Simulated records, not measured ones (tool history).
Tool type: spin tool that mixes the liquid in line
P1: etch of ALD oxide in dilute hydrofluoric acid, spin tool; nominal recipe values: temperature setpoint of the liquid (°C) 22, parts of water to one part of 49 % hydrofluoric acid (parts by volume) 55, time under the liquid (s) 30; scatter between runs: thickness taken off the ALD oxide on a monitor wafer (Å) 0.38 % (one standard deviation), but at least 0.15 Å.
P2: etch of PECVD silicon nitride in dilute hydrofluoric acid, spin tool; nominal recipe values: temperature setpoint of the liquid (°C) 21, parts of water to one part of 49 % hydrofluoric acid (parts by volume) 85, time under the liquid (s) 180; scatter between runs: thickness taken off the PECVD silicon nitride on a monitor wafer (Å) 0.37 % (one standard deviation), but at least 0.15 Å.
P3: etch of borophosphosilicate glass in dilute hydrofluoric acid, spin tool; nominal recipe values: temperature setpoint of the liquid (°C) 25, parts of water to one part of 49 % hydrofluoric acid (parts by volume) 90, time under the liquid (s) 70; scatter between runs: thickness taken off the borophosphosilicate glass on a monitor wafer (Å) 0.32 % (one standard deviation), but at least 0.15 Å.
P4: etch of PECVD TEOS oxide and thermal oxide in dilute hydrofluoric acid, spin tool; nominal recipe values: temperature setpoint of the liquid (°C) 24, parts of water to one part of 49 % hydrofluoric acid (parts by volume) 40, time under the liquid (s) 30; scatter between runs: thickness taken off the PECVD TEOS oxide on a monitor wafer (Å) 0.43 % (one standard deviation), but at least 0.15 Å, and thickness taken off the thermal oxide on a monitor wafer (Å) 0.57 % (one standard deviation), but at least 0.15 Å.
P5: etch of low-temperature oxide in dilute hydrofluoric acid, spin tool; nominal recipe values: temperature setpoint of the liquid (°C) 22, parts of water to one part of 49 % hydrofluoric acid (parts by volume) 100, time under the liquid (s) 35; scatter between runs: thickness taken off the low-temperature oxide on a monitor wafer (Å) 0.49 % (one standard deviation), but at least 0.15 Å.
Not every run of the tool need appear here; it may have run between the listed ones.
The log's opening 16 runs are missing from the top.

run,hour,process that ran,temperature setpoint of the liquid (°C),parts of water to one part of 49 % hydrofluoric acid (parts by volume),time under the liquid (s),hours since the thermometer was replaced,hours since the hydrofluoric acid flow meter was replaced,thickness taken off the ALD oxide on a monitor wafer (Å),thickness taken off the borophosphosilicate glass on a monitor wafer (Å),thickness taken off the PECVD TEOS oxide on a monitor wafer (Å),thickness taken off the thermal oxide on a monitor wafer (Å),thickness taken off the low-temperature oxide on a monitor wafer (Å),thickness taken off the PECVD silicon nitride on a monitor wafer (Å)
17,120.5,P1,22,55,30,1113.2,355.4,143.11,,,,,
18,126.2,P2,21,85,180,1118.9,361.1,,,,,,63.395
19,132.4,P3,25,90,70,1125.1,367.3,,232.47,,,,
20,138,P1,17,55,30,1130.7,372.9,116.04,,,,,
21,145.8,P5,29,100,35,1138.5,380.7,,,,,124.45,
22,155.3,P1,29.5,105,30,1148,390.2,95.276,,,,,
23,164.7,P1,22,55,45,1157.4,399.6,215.97,,,,,
24,173.3,P1,22,55,30,1166,408.2,143.95,,,,,
25,179.4,P4,24,20,30,1172.1,414.3,,,148.14,79.118,,
26,186.6,P3,25,90,70,1179.3,421.5,,233.28,,,,
27,196.1,P5,22,25,35,1188.8,431,,,,,416.45,

Estimate the outcome of run 28 from the log above:
28,204.7,P1,22,55,15,1197.4,439.6,?,,,,,

Run 28 measured thickness taken off the ALD oxide on a monitor wafer (Å) 72.211.

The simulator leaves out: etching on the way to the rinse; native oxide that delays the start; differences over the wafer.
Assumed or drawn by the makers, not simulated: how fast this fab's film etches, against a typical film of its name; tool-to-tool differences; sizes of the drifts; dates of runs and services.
